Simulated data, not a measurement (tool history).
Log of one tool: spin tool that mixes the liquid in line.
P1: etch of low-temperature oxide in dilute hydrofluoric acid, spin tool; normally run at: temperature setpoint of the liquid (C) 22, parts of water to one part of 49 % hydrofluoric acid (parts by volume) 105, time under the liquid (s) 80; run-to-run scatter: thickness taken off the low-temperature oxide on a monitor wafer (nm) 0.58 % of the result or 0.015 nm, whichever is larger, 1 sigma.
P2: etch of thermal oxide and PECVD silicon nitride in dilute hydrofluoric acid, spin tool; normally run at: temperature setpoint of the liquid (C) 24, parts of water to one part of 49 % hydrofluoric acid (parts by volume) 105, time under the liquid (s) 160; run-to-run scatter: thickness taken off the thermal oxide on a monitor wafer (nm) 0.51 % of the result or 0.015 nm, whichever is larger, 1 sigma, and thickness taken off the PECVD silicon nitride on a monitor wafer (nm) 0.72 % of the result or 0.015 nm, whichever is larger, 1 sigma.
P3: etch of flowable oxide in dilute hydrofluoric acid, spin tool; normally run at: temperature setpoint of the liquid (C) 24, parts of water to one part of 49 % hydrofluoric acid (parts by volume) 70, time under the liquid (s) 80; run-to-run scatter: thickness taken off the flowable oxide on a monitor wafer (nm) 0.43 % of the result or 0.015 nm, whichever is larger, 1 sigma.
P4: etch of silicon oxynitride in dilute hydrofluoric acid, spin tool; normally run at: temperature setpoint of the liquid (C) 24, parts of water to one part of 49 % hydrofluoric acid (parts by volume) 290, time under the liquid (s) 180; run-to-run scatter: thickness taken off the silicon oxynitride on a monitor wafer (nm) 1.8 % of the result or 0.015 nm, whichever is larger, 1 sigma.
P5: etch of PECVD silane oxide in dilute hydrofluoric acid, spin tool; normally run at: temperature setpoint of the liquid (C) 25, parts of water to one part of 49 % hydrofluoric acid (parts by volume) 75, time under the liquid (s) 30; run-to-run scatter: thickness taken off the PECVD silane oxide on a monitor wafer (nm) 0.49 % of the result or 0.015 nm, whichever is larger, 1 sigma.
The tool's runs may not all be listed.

| run | day | process that ran | temperature setpoint of the liquid (C) | parts of water to one part of 49 % hydrofluoric acid (parts by volume) | time under the liquid (s) | hours since the thermometer was replaced | hours since the hydrofluoric acid flow meter was replaced | thickness taken off the low-temperature oxide on a monitor wafer (nm) | thickness taken off the flowable oxide on a monitor wafer (nm) | thickness taken off the thermal oxide on a monitor wafer (nm) | thickness taken off the PECVD silicon nitride on a monitor wafer (nm) | thickness taken off the PECVD silane oxide on a monitor wafer (nm) | thickness taken off the silicon oxynitride on a monitor wafer (nm) |
|---|---|---|---|---|---|---|---|---|---|---|---|---|---|
| 1 | 0.262 | P1 | 22 | 105 | 80 | 763.4 | 334.7 | 8.3762 |  |  |  |  |  |
| 2 | 0.633 | P1 | 22 | 140 | 80 | 772.3 | 343.6 | 6.065 |  |  |  |  |  |
| 3 | 0.854 | P1 | 29.5 | 105 | 80 | 777.6 | 348.9 | 11.273 |  |  |  |  |  |
| 4 | 1.138 | P3 | 24 | 70 | 145 | 784.4 | 355.7 |  | 49.791 |  |  |  |  |
| 5 | 1.517 | P3 | 30 | 70 | 80 | 793.5 | 364.8 |  | 34.485 |  |  |  |  |
| 6 | 1.717 | P1 | 17 | 105 | 80 | 798.3 | 369.6 | 6.8091 |  |  |  |  |  |
| 7 | 2.067 | P2 | 24 | 105 | 160 | 806.7 | 378 |  |  | 6.8708 | 3.8773 |  |  |
| 8 | 2.358 | P1 | 22 | 105 | 20 | 813.7 | 385 | 2.0768 |  |  |  |  |  |
| 9 | 2.588 | P5 | 25 | 75 | 30 | 819.2 | 390.5 |  |  |  |  | 19.954 |  |
| 10 | 2.862 | P3 | 24 | 70 | 80 | 825.8 | 397.1 |  | 27.646 |  |  |  |  |
| 11 | 3.2 | P5 | 19 | 75 | 30 | 833.9 | 405.2 |  |  |  |  | 15.56 |  |
| 12 | 3.571 | P1 | 22 | 105 | 80 | 842.8 | 414.1 | 8.3943 |  |  |  |  |  |
| 13 | 3.812 | P1 | 22 | 105 | 165 | 848.6 | 419.9 | 17.149 |  |  |  |  |  |
| 14 | 4.1 | P4 | 24 | 150 | 180 | 855.5 | 426.8 |  |  |  |  |  | 3.145 |
| 15 | 4.312 | P1 | 17 | 105 | 15 | 860.6 | 431.9 | 1.284 |  |  |  |  |  |
| 16 | 4.721 | P1 | 22 | 105 | 80 | 870.4 | 441.7 | 8.3582 |  |  |  |  |  |
| 17 | 5.154 | P1 | 22 | 105 | 80 | 880.8 | 452.1 | 8.3269 |  |  |  |  |  |
| 18 | 5.483 | P4 | 28.5 | 290 | 180 | 888.7 | 460 |  |  |  |  |  | 1.8509 |
| 19 | 5.738 | P4 | 24 | 290 | 180 | 894.8 | 466.1 |  |  |  |  |  | 1.501 |
| 20 | 5.962 | P5 | 25 | 75 | 30 | 900.2 | 471.5 |  |  |  |  | 20.112 |  |
| 21 | 6.379 | P1 | 22 | 105 | 80 | 910.2 | 481.5 | 8.368 |  |  |  |  |  |
| 22 | 6.704 | P2 | 24 | 25 | 160 | 918 | 489.3 |  |  | 32.242 | 16.013 |  |  |
| 23 | 7.025 | P4 | 24 | 290 | 180 | 925.7 | 497 |  |  |  |  |  | 1.4986 |
| 24 | 7.25 | P2 | 17 | 105 | 160 | 931.1 | 502.4 |  |  | 5.1878 | 2.425 |  |  |
| 25 | 7.571 | P2 | 24 | 105 | 245 | 938.8 | 510.1 |  |  | 10.557 | 5.9836 |  |  |
| 26 | 7.833 | P1 | 22 | 65 | 80 | 945.1 | 516.4 | 14.166 |  |  |  |  |  |
| 27 | 8.158 | P3 | 24 | 70 | 80 | 952.9 | 524.2 |  | 27.222 |  |  |  |  |
| 28 | 8.583 | P4 | 24 | 290 | 55 | 963.1 | 534.4 |  |  |  |  |  | 0.46875 |
| 29 | 9.008 | P3 | 24 | 25 | 80 | 973.3 | 544.6 |  | 81.65 |  |  |  |  |
| 30 | 9.35 | P1 | 22 | 105 | 80 | 981.5 | 552.8 | 8.3611 |  |  |  |  |  |
| 31 | 9.775 | P5 | 25 | 25 | 30 | 991.7 | 563 |  |  |  |  | 63.933 |  |
| 32 | 9.979 | P1 | 22 | 105 | 80 | 996.6 | 567.9 | 8.4148 |  |  |  |  |  |
| 33 | 10.421 | P5 | 25 | 75 | 50 | 1007.2 | 578.5 |  |  |  |  | 33.427 |  |
| 34 | 10.808 | P1 | 22 | 105 | 80 | 1016.5 | 587.8 | 8.3471 |  |  |  |  |  |
| 35 | 11.179 | P1 | 22 | 105 | 80 | 1025.4 | 596.7 | 8.0846 |  |  |  |  |  |
| 36 | 11.408 | P1 | 22 | 105 | 80 | 1030.9 | 602.2 | 7.9913 |  |  |  |  |  |
| 37 | 11.804 | P1 | 22 | 105 | 80 | 1040.4 | 611.7 | 7.7496 |  |  |  |  |  |
| 38 | 12.142 | P1 | 22 | 105 | 80 | 1048.5 | 619.8 | 7.6739 |  |  |  |  |  |
| 39 | 12.533 | P1 | 22 | 105 | 80 | 1057.9 | 629.2 | 7.7597 |  |  |  |  |  |
| 40 | 12.829 | P1 | 22 | 105 | 80 | 1065 | 636.3 | 7.743 |  |  |  |  |  |
| 41 | 13.275 | P1 | 22 | 105 | 80 | 1075.7 | 647 | 7.5414 |  |  |  |  |  |
| 42 | 13.471 | P1 | 22 | 105 | 80 | 1080.4 | 651.7 | 7.6546 |  |  |  |  |  |

What P1 gives has crept away from where it was. These 2 causes fit the log equally well, each at the size given:
A: liquid colder than its thermometer reads (K) = 2.24
B: hydrofluoric acid flow below the setpoint (%) = 7.73
The creep began at about day 10.808.

4 check runs are offered, one wafer each, their results left as question marks. Which one tells the causes apart?
| check 1 | 13.667 | P2 | 24 | 105 | 160 |  |  |  |  | ? | ? |  |  |
| check 2 | 13.667 | P4 | 24 | 290 | 180 |  |  |  |  |  |  |  | ? |
| check 3 | 13.667 | P3 | 24 | 70 | 80 |  |  |  | ? |  |  |  |  |
| check 4 | 13.667 | P5 | 25 | 75 | 30 |  |  |  |  |  |  | ? |  |

What each check would give under each cause:
| check | result | if A | if B |
|---|---|---|---|
| check 1 | thickness taken off the thermal oxide on a monitor wafer (nm) | 6.3062 | 6.2949 |
| check 1 | thickness taken off the PECVD silicon nitride on a monitor wafer (nm) | 3.3712 | 3.6126 |
| check 2 | thickness taken off the silicon oxynitride on a monitor wafer (nm) | 1.3805 | 1.38 |
| check 3 | thickness taken off the flowable oxide on a monitor wafer (nm) | 24.96 | 25.053 |
| check 4 | thickness taken off the PECVD silane oxide on a monitor wafer (nm) | 18.251 | 18.286 |
How far apart the two closest causes lie, in the result that separates them most: check 1 6.92 %; check 2 0.04 %; check 3 0.37 %; check 4 0.19 %
Check 1 tells the causes apart: in the others they would give nearly the same result.

Check 1 was then run and gave: thickness taken off the thermal oxide on a monitor wafer (nm) 6.2851; thickness taken off the PECVD silicon nitride on a monitor wafer (nm) 3.6132. Which cause is it?

It is B: hydrofluoric acid flow below the setpoint (%).
